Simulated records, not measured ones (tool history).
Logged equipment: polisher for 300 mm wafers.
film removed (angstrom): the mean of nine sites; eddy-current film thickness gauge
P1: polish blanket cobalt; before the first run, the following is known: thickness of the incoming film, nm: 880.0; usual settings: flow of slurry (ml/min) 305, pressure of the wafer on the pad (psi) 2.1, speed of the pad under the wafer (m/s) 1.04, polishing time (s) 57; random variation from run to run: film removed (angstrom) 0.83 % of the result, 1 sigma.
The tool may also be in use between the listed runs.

run	hour	flow of slurry (ml/min)	pressure of the wafer on the pad (psi)	speed of the pad under the wafer (m/s)	polishing time (s)	wafers polished on this pad	hours since the slurry nozzle was cleaned	hours since the head pressure was calibrated	film removed (angstrom)
1	7.8	305	2.1	1.04	57	394	159.8	64.6	3211
2	17.6	305	2.1	1.04	87	549	169.6	74.4	5004.2
3	29.2	305	2.1	1.38	57	733	181.2	86	4359.8
# hour 36.9: slurry nozzle cleaned
4	40.5	305	2.1	1.04	57	912	3.7	97.3	3289.3
5	49.3	305	2.9	1.04	57	1052	12.5	106.1	4552.2
6	57.5	305	2.1	1.04	57	1182	20.7	114.3	3268.2
7	71.8	305	2.1	1.04	27	1409	35	128.6	1553.1
8	80.8	440	2.1	1.04	88	1552	44	137.6	5195.6
9	88.2	305	1.3	1.04	57	1669	51.4	145	2016.1
10	97.9	305	2.1	1.04	57	1823	61.1	154.7	3258.7
11	111.2	305	2.1	1.04	57	2034	74.4	168	3300.8
12	118.4	465	2.1	1.04	57	2149	81.6	175.2	3400
13	131.8	305	2.1	0.46	57	2361	95	188.6	1466.9
14	147.1	305	2.1	1.04	57	2604	110.3	203.9	3286.2

What does the tool deliver on the next run?
15	159.8	185	2.1	1.04	57	2805	123	216.6	?

film removed (angstrom): 3103.5
